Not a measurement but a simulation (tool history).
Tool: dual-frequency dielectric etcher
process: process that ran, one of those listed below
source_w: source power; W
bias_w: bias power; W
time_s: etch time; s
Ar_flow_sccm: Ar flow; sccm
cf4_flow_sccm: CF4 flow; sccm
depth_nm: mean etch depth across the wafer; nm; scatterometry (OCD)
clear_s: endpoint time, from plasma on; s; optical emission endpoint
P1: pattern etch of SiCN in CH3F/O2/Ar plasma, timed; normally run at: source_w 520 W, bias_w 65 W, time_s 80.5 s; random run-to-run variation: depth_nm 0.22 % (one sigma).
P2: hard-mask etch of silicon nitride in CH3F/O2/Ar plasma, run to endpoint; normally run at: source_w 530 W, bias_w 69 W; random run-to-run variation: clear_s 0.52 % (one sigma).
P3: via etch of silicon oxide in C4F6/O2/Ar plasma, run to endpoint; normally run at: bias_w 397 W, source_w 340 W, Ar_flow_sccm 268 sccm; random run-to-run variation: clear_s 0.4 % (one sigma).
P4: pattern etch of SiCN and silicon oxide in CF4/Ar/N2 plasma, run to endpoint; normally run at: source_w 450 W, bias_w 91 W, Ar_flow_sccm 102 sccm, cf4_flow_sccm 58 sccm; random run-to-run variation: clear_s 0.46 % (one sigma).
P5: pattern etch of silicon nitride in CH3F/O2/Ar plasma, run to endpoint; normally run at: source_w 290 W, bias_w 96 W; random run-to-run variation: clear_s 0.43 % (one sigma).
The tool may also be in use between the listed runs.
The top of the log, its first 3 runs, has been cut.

run,hour,process,source_w,bias_w,time_s,Ar_flow_sccm,cf4_flow_sccm,hours since the last wet clean,hours since the last source power generator calibration,hours since the last bias power generator calibration,depth_nm,clear_s
4,43.9,P1,520,65,80.5,,,396.8,1412.9,3264.3,33.036,
5,50.4,P2,530,69,,,,403.3,1419.4,3270.8,,70.972
6,56.4,P2,530,91,,,,409.3,1425.4,3276.8,,64.580
7,63.6,P3,340,397,,325,,416.5,1432.6,3284.0,,32.835
8,73.9,P1,520,53,80.5,,,426.8,1442.9,3294.3,30.816,
9,86.7,P4,450,91,,102,58,439.6,1455.7,3307.1,,11.369
10,93.6,P4,450,91,,102,75,446.5,1462.6,3314.0,,10.917
11,104.3,P1,520,65,62.5,,,457.2,1473.3,3324.7,25.577,
12,113.2,P3,230,397,,268,,466.1,1482.2,3333.6,,37.132
13,121.9,P1,630,65,80.5,,,474.8,1490.9,3342.3,35.436,
14,132.9,P1,520,65,80.5,,,485.8,1501.9,3353.3,32.948,
# hour 141.8: wet clean of the chamber
15,144.5,P1,670,65,115.5,,,2.8,1513.5,3364.9,52.244,
16,153.4,P5,290,72,,,,11.7,1522.4,3373.8,,32.309
17,159.7,P1,520,50,111.5,,,18.0,1528.7,3380.1,42.006,
18,166.6,P1,520,65,80.5,,,24.9,1535.6,3387.0,32.982,
19,178.4,P4,450,64,,102,58,36.7,1547.4,3398.8,,12.799
20,184.5,P4,300,91,,102,58,42.8,1553.5,3404.9,,16.153
21,191.3,P5,290,96,,,,49.6,1560.3,3411.7,,28.922
22,199.7,P1,430,54,80.5,,,58.0,1568.7,3420.1,28.783,
23,205.7,P1,520,65,80.5,,,64.0,1574.7,3426.1,33.000,
24,214.9,P2,530,69,,,,73.2,1583.9,3435.3,,71.962
25,225.4,P1,360,65,80.5,,,83.7,1594.4,3445.8,28.688,
26,237.5,P3,340,539,,268,,95.8,1606.5,3457.9,,28.739

Run 27, settings as shown, results not yet in. Your forecast:
27,244.8,P5,220,96,,,,103.1,1613.8,3465.2,,?

Run 27 produced clear_s 32.203 s.
